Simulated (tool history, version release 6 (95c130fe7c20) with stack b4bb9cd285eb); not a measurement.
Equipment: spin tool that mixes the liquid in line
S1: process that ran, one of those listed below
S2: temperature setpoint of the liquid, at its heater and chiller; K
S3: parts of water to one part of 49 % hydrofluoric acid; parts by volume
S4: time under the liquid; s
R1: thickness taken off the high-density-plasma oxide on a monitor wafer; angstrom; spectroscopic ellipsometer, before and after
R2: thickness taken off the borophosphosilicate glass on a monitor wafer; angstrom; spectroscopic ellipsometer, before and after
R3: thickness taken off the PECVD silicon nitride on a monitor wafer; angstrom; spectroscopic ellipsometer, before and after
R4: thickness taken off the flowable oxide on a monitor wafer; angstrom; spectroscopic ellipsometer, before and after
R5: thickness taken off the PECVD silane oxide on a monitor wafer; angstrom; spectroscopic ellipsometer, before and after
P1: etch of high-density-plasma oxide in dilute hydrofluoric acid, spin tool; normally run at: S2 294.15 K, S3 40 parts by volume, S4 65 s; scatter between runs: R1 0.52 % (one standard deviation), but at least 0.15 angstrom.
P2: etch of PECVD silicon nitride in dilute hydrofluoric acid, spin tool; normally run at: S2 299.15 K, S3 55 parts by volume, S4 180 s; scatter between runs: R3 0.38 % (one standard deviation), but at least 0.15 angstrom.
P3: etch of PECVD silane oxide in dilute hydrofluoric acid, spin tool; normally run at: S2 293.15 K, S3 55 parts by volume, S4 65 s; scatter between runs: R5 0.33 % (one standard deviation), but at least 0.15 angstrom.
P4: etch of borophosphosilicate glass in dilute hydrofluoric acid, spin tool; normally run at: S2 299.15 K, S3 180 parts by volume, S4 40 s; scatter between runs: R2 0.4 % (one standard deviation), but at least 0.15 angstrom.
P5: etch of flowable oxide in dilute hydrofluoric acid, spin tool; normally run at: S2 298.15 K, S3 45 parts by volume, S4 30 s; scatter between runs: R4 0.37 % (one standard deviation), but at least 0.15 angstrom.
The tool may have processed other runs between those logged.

| run | day | S1 | S2 | S3 | S4 | R1 | R2 | R3 | R4 | R5 |
|---|---|---|---|---|---|---|---|---|---|---|
| 1 | 0.292 | P1 | 294.15 | 40 | 65 | 92.75 |  |  |  |  |
| 2 | 0.621 | P4 | 293.15 | 180 | 40 |  | 78.742 |  |  |  |
| 3 | 1.004 | P2 | 299.15 | 55 | 180 |  |  | 127.99 |  |  |
| 4 | 1.271 | P4 | 299.15 | 180 | 65 |  | 161.64 |  |  |  |
| 5 | 1.554 | P5 | 298.15 | 45 | 30 |  |  |  | 515.74 |  |
| 6 | 1.804 | P1 | 294.15 | 40 | 65 | 92.88 |  |  |  |  |
| 7 | 2.117 | P1 | 294.15 | 20 | 65 | 192.37 |  |  |  |  |
| 8 | 2.488 | P4 | 299.15 | 180 | 40 |  | 99.373 |  |  |  |
| 9 | 2.883 | P1 | 294.15 | 40 | 95 | 136.01 |  |  |  |  |
| 10 | 3.267 | P4 | 299.15 | 180 | 40 |  | 99.751 |  |  |  |
| 11 | 3.538 | P1 | 294.15 | 70 | 65 | 51.181 |  |  |  |  |
| 12 | 3.871 | P2 | 305.65 | 55 | 180 |  |  | 197.26 |  |  |
| 13 | 4.104 | P1 | 294.15 | 40 | 65 | 93.097 |  |  |  |  |
| 14 | 4.312 | P1 | 290.15 | 40 | 65 | 78.41 |  |  |  |  |
| 15 | 4.546 | P2 | 299.15 | 55 | 180 |  |  | 128.97 |  |  |
| 16 | 4.85 | P2 | 299.15 | 95 | 180 |  |  | 75.45 |  |  |
| 17 | 5.188 | P3 | 293.15 | 25 | 65 |  |  |  |  | 351.14 |
| 18 | 5.408 | P5 | 305.15 | 45 | 30 |  |  |  | 681.71 |  |
| 19 | 5.812 | P1 | 299.15 | 40 | 125 | 220.89 |  |  |  |  |
| 20 | 6.054 | P3 | 293.15 | 55 | 15 |  |  |  |  | 35.392 |
| 21 | 6.358 | P5 | 298.15 | 70 | 30 |  |  |  | 321.94 |  |
| 22 | 6.629 | P4 | 299.15 | 40 | 40 |  | 532.71 |  |  |  |
| 23 | 6.942 | P5 | 298.15 | 45 | 50 |  |  |  | 862.34 |  |
| 24 | 7.258 | P2 | 299.15 | 55 | 280 |  |  | 201.43 |  |  |
| 25 | 7.546 | P1 | 294.15 | 40 | 65 | 94.493 |  |  |  |  |
| 26 | 7.75 | P3 | 299.65 | 55 | 65 |  |  |  |  | 201.08 |
| 27 | 8.071 | P1 | 298.15 | 40 | 65 | 109.22 |  |  |  |  |
| 28 | 8.467 | P1 | 290.15 | 40 | 125 | 150.19 |  |  |  |  |
| 29 | 8.775 | P3 | 293.15 | 55 | 65 |  |  |  |  | 153.13 |
| 30 | 8.95 | P1 | 294.15 | 40 | 30 | 42.882 |  |  |  |  |
| 31 | 9.35 | P1 | 294.15 | 40 | 65 | 94.047 |  |  |  |  |
| 32 | 9.579 | P1 | 294.15 | 40 | 65 | 93.324 |  |  |  |  |
| 33 | 9.767 | P1 | 294.15 | 40 | 65 | 95.132 |  |  |  |  |
| 34 | 10.125 | P1 | 294.15 | 40 | 65 | 97.992 |  |  |  |  |
| 35 | 10.354 | P1 | 294.15 | 40 | 65 | 98.613 |  |  |  |  |
| 36 | 10.571 | P1 | 294.15 | 40 | 65 | 99.138 |  |  |  |  |
| 37 | 10.933 | P1 | 294.15 | 40 | 65 | 100.98 |  |  |  |  |
| 38 | 11.317 | P1 | 294.15 | 40 | 65 | 100.22 |  |  |  |  |
| 39 | 11.525 | P1 | 294.15 | 40 | 65 | 100.99 |  |  |  |  |
| 40 | 11.792 | P1 | 294.15 | 40 | 65 | 101.85 |  |  |  |  |

Expected results for the next run?
| 41 | 12.083 | P1 | 294.15 | 40 | 65 | ? |  |  |  |  |

R1: 101.65 angstrom

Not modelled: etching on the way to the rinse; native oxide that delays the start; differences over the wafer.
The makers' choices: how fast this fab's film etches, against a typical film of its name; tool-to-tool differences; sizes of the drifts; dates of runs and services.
